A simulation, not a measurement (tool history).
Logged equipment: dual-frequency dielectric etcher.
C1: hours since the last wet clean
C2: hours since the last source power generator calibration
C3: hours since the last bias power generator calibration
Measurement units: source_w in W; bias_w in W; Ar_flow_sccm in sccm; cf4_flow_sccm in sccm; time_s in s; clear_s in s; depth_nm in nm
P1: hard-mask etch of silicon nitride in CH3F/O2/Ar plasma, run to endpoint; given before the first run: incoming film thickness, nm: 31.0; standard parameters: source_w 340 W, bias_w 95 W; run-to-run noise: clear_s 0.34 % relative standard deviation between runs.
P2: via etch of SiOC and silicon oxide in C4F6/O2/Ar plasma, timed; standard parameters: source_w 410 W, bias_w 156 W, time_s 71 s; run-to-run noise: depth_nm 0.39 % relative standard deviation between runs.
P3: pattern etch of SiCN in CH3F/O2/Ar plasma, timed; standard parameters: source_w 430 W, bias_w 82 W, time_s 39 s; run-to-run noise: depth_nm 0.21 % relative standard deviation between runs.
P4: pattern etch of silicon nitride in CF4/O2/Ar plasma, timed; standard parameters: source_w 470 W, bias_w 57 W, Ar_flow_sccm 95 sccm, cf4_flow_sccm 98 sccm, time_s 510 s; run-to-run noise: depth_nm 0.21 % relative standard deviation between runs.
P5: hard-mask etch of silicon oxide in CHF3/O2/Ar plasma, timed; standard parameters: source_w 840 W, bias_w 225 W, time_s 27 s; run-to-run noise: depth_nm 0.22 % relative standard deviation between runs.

run 1 hour=7.5 | process=P1 source_w=340 bias_w=95 | C1=252 C2=1260.4 C3=575.5 | clear_s=42.81
run 2 hour=12.7 | process=P4 source_w=470 bias_w=57 Ar_flow_sccm=95 cf4_flow_sccm=98 time_s=322.5 | C1=257.2 C2=1265.6 C3=580.7 | depth_nm=602.63
run 3 hour=23.1 | process=P4 source_w=470 bias_w=57 Ar_flow_sccm=95 cf4_flow_sccm=73 time_s=510 | C1=267.6 C2=1276 C3=591.1 | depth_nm=926.18
run 4 hour=28.3 | process=P1 source_w=240 bias_w=95 | C1=272.8 C2=1281.2 C3=596.3 | clear_s=48.958
run 5 hour=36.1 | process=P3 source_w=430 bias_w=52 time_s=39 | C1=280.6 C2=1289 C3=604.1 | depth_nm=13.678
run 6 hour=41.3 | process=P5 source_w=1140 bias_w=225 time_s=27 | C1=285.8 C2=1294.2 C3=609.3 | depth_nm=73.587
run 7 hour=46.2 | process=P3 source_w=250 bias_w=82 time_s=39 | C1=290.7 C2=1299.1 C3=614.2 | depth_nm=13.063
run 8 hour=54.8 | process=P5 source_w=840 bias_w=225 time_s=18 | C1=299.3 C2=1307.7 C3=622.8 | depth_nm=43.918
run 9 hour=61.5 | process=P4 source_w=470 bias_w=57 Ar_flow_sccm=95 cf4_flow_sccm=98 time_s=510 | C1=306 C2=1314.4 C3=629.5 | depth_nm=955.71
run 10 hour=68.3 | process=P1 source_w=340 bias_w=95 | C1=312.8 C2=1321.2 C3=636.3 | clear_s=42.574
run 11 hour=73.4 | process=P5 source_w=840 bias_w=304 time_s=27 | C1=317.9 C2=1326.3 C3=641.4 | depth_nm=73.086
run 12 hour=81.1 | process=P4 source_w=590 bias_w=57 Ar_flow_sccm=95 cf4_flow_sccm=98 time_s=510 | C1=325.6 C2=1334 C3=649.1 | depth_nm=1163.4
run 13 hour=86.6 | process=P1 source_w=340 bias_w=95 | C1=331.1 C2=1339.5 C3=654.6 | clear_s=42.936
run 14 hour=97.1 | process=P1 source_w=340 bias_w=95 | C1=341.6 C2=1350 C3=665.1 | clear_s=43.114
run 15 hour=104.5 | process=P3 source_w=430 bias_w=82 time_s=39 | C1=349 C2=1357.4 C3=672.5 | depth_nm=15.99
run 16 hour=114.2 | process=P1 source_w=340 bias_w=117 | C1=358.7 C2=1367.1 C3=682.2 | clear_s=39.864
run 17 hour=121.3 | process=P2 source_w=410 bias_w=156 time_s=43 | C1=365.8 C2=1374.2 C3=689.3 | depth_nm=46.032
run 18 hour=130.4 | process=P4 source_w=470 bias_w=80 Ar_flow_sccm=95 cf4_flow_sccm=98 time_s=510 | C1=374.9 C2=1383.3 C3=698.4 | depth_nm=1092.7
run 19 hour=137.8 | process=P4 source_w=470 bias_w=57 Ar_flow_sccm=73 cf4_flow_sccm=98 time_s=510 | C1=382.3 C2=1390.7 C3=705.8 | depth_nm=982.1
run 20 hour=145.1 | process=P2 source_w=410 bias_w=116 time_s=71 | C1=389.6 C2=1398 C3=713.1 | depth_nm=69.284
run 21 hour=151 | process=P1 source_w=220 bias_w=133 | C1=395.5 C2=1403.9 C3=719 | clear_s=44.407
run 22 hour=156 | process=P1 source_w=340 bias_w=95 | C1=400.5 C2=1408.9 C3=724 | clear_s=42.946
run 23 hour=161 | process=P3 source_w=430 bias_w=82 time_s=39 | C1=405.5 C2=1413.9 C3=729 | depth_nm=16.019
run 24 hour=169.3 | process=P2 source_w=580 bias_w=156 time_s=71 | C1=413.8 C2=1422.2 C3=737.3 | depth_nm=87.329
run 25 hour=178.9 | process=P3 source_w=430 bias_w=82 time_s=51 | C1=423.4 C2=1431.8 C3=746.9 | depth_nm=20.93
run 26 hour=185.7 | process=P4 source_w=470 bias_w=57 Ar_flow_sccm=95 cf4_flow_sccm=98 time_s=510 | C1=430.2 C2=1438.6 C3=753.7 | depth_nm=950.89
run 27 hour=195.7 | process=P1 source_w=430 bias_w=95 | C1=440.2 C2=1448.6 C3=763.7 | clear_s=39.458
run 28 hour=202.7 | process=P1 source_w=340 bias_w=74 | C1=447.2 C2=1455.6 C3=770.7 | clear_s=47.135
run 29 hour=210 | process=P1 source_w=440 bias_w=122 | C1=454.5 C2=1462.9 C3=778 | clear_s=35.508
run 30 hour=215.5 | process=P2 source_w=410 bias_w=156 time_s=71 | C1=460 C2=1468.4 C3=783.5 | depth_nm=76.123
run 31 hour=222.6 | process=P5 source_w=840 bias_w=225 time_s=27 | C1=467.1 C2=1475.5 C3=790.6 | depth_nm=65.87
run 32 hour=231.6 | process=P1 source_w=340 bias_w=95 | C1=476.1 C2=1484.5 C3=799.6 | clear_s=43.045
run 33 hour=240.4 | process=P1 source_w=340 bias_w=95 | C1=484.9 C2=1493.3 C3=808.4 | clear_s=42.636
run 34 hour=246.8 | process=P1 source_w=340 bias_w=95 | C1=491.3 C2=1499.7 C3=814.8 | clear_s=42.552
run 35 hour=255.5 | process=P1 source_w=340 bias_w=95 | C1=500 C2=1508.4 C3=823.5 | clear_s=42.326
run 36 hour=261.7 | process=P1 source_w=340 bias_w=95 | C1=506.2 C2=1514.6 C3=829.7 | clear_s=42.255
-- hour=265.9 wet clean of the chamber
run 37 hour=270.5 | process=P1 source_w=340 bias_w=95 | C1=4.7 C2=1523.4 C3=838.5 | clear_s=42.287
run 38 hour=276.5 | process=P1 source_w=340 bias_w=95 | C1=10.7 C2=1529.4 C3=844.5 | clear_s=42.054
run 39 hour=286.9 | process=P1 source_w=340 bias_w=95 | C1=21.1 C2=1539.8 C3=854.9 | clear_s=41.996
run 40 hour=296.2 | process=P1 source_w=340 bias_w=95 | C1=30.4 C2=1549.1 C3=864.2 | clear_s=42.263
run 41 hour=302.7 | process=P1 source_w=340 bias_w=95 | C1=36.9 C2=1555.6 C3=870.7 | clear_s=42.371

P1 has crept away from where it was. The log is fitted equally well by each of these 2 causes, at the sizes shown:
A: source power that arrives over what is set, % = 4.69
B: bias power that arrives over what is set, % = 4.73
The drift started at roughly hour 231.6.
Why every other cause is out:
chamber walls in a state that raises the etch rate, %: work on it at hour 265.9, done after the drift set in, did not restore what the process gave before

Of the 4 check runs listed below, each run on one wafer and each result written as a question mark, which would let you distinguish the listed causes because they would give clearly different results?
run check 1 hour=309.2 | process=P2 source_w=570 bias_w=156 time_s=44 | depth_nm=?
run check 2 hour=309.2 | process=P4 source_w=470 bias_w=77 Ar_flow_sccm=95 cf4_flow_sccm=98 time_s=510 | depth_nm=?
run check 3 hour=309.2 | process=P5 source_w=1060 bias_w=298 time_s=27 | depth_nm=?
run check 4 hour=309.2 | process=P3 source_w=280 bias_w=82 time_s=48 | depth_nm=?

What each check would give under each cause:
check=check_1 result=depth_nm if_A=54.636 if_B=54.42
check=check_2 result=depth_nm if_A=1117.6 if_B=1094.6
check=check_3 result=depth_nm if_A=80.558 if_B=80.5
check=check_4 result=depth_nm if_A=17.089 if_B=17.094
How far apart the two closest causes lie, in the result that separates them most: check 1 0.4 %; check 2 2.08 %; check 3 0.07 %; check 4 0.03 %
Check 2 distinguishes between the causes, while the remaining checks would return nearly the same result for all of them.

Check 2 has now been run. It gave: depth_nm 1121.2 nm. Which of the candidate causes is it?

Of the candidate causes, it is A: source power that arrives over what is set, %.

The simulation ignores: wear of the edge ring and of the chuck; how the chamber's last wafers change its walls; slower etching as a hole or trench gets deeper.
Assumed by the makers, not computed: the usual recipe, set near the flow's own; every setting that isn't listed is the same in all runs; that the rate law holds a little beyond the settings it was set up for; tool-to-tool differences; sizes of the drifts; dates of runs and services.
